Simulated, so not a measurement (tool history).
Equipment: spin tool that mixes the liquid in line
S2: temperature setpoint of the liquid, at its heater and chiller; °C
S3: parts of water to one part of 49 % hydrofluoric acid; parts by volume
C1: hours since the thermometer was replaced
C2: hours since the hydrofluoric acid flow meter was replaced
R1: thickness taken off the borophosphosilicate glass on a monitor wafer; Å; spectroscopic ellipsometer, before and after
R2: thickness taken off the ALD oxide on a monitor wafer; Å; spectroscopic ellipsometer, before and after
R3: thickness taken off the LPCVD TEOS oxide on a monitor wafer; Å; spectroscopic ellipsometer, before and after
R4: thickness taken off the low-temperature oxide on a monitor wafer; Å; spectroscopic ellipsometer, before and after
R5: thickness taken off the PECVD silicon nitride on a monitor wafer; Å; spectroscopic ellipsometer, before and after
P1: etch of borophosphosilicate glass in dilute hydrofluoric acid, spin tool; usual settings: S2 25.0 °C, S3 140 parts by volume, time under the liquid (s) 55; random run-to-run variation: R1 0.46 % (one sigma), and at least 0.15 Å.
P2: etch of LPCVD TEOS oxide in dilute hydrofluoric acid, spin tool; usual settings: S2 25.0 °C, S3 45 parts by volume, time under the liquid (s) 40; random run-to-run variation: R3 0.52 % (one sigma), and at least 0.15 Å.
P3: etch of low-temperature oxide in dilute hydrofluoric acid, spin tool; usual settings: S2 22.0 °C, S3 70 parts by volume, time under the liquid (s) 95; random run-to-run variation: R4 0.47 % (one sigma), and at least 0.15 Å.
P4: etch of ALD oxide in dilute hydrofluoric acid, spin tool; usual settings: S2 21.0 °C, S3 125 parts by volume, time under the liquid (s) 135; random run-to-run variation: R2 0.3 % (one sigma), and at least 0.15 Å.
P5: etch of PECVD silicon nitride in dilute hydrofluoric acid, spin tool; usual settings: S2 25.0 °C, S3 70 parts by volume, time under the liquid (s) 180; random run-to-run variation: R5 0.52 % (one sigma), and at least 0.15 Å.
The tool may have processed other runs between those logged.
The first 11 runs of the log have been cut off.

{"run": 12, "day": 6.092, "process that ran": "P4", "S2": 21.0, "S3": 125, "time under the liquid (s)": 135, "C1": 606.5, "C2": 462.1, "R2": 89.998}
{"run": 13, "day": 6.433, "process that ran": "P1", "S2": 17.0, "S3": 140, "time under the liquid (s)": 55, "C1": 614.7, "C2": 470.3, "R1": 241.85}
{"run": 14, "day": 6.892, "process that ran": "P1", "S2": 25.0, "S3": 140, "time under the liquid (s)": 55, "C1": 625.7, "C2": 481.3, "R1": 331.26}
{"run": 15, "day": 7.442, "process that ran": "P4", "S2": 21.0, "S3": 25, "time under the liquid (s)": 135, "C1": 638.9, "C2": 494.5, "R2": 503.29}
{"run": 16, "day": 8.133, "process that ran": "P2", "S2": 25.0, "S3": 45, "time under the liquid (s)": 40, "C1": 655.5, "C2": 511.1, "R3": 545.63}
{"run": 17, "day": 8.471, "process that ran": "P3", "S2": 22.0, "S3": 70, "time under the liquid (s)": 20, "C1": 663.6, "C2": 519.2, "R4": 96.283}
{"run": 18, "day": 8.788, "process that ran": "P1", "S2": 25.0, "S3": 140, "time under the liquid (s)": 95, "C1": 671.2, "C2": 526.8, "R1": 570.6}
{"run": 19, "day": 9.279, "process that ran": "P3", "S2": 22.0, "S3": 125, "time under the liquid (s)": 95, "C1": 683.0, "C2": 538.6, "R4": 241.27}
{"run": 20, "day": 9.792, "process that ran": "P2", "S2": 20.0, "S3": 45, "time under the liquid (s)": 40, "C1": 695.3, "C2": 550.9, "R3": 437.85}
{"run": 21, "day": 10.362, "process that ran": "P1", "S2": 25.0, "S3": 140, "time under the liquid (s)": 55, "C1": 709.0, "C2": 564.6, "R1": 332.96}
{"run": 22, "day": 10.846, "process that ran": "P1", "S2": 25.0, "S3": 220, "time under the liquid (s)": 55, "C1": 720.6, "C2": 576.2, "R1": 192.0}
{"run": 23, "day": 11.533, "process that ran": "P1", "S2": 25.0, "S3": 25, "time under the liquid (s)": 55, "C1": 737.1, "C2": 592.7, "R1": 2135.7}
{"run": 24, "day": 12.138, "process that ran": "P5", "S2": 18.5, "S3": 70, "time under the liquid (s)": 180, "C1": 751.6, "C2": 607.2, "R5": 39.371}
{"run": 25, "day": 12.783, "process that ran": "P1", "S2": 29.0, "S3": 140, "time under the liquid (s)": 55, "C1": 767.1, "C2": 622.7, "R1": 381.24}
{"run": 26, "day": 13.442, "process that ran": "P1", "S2": 30.5, "S3": 50, "time under the liquid (s)": 55, "C1": 782.9, "C2": 638.5, "R1": 1296.8}
{"run": 27, "day": 14.125, "process that ran": "P5", "S2": 25.0, "S3": 70, "time under the liquid (s)": 180, "C1": 799.3, "C2": 654.9, "R5": 60.866}
{"run": 28, "day": 14.708, "process that ran": "P4", "S2": 17.0, "S3": 125, "time under the liquid (s)": 135, "C1": 813.3, "C2": 668.9, "R2": 76.656}
{"run": 29, "day": 15.15, "process that ran": "P3", "S2": 22.0, "S3": 70, "time under the liquid (s)": 95, "C1": 823.9, "C2": 679.5, "R4": 459.64}
{"run": 30, "day": 15.525, "process that ran": "P1", "S2": 25.0, "S3": 140, "time under the liquid (s)": 55, "C1": 832.9, "C2": 688.5, "R1": 329.31}
{"run": 31, "day": 16.142, "process that ran": "P1", "S2": 25.0, "S3": 140, "time under the liquid (s)": 55, "C1": 847.7, "C2": 703.3, "R1": 340.3}
{"run": 32, "day": 16.817, "process that ran": "P1", "S2": 25.0, "S3": 140, "time under the liquid (s)": 55, "C1": 863.9, "C2": 719.5, "R1": 344.59}
{"run": 33, "day": 17.267, "process that ran": "P1", "S2": 25.0, "S3": 140, "time under the liquid (s)": 55, "C1": 874.7, "C2": 730.3, "R1": 348.94}
{"run": 34, "day": 17.817, "process that ran": "P1", "S2": 25.0, "S3": 140, "time under the liquid (s)": 55, "C1": 887.9, "C2": 743.5, "R1": 349.09}

The next listed run, before its measurement:
{"run": 35, "day": 18.129, "process that ran": "P1", "S2": 25.0, "S3": 140, "time under the liquid (s)": 55, "C1": 895.4, "C2": 751.0, "R1": "?"}

R1: 350.270 Å
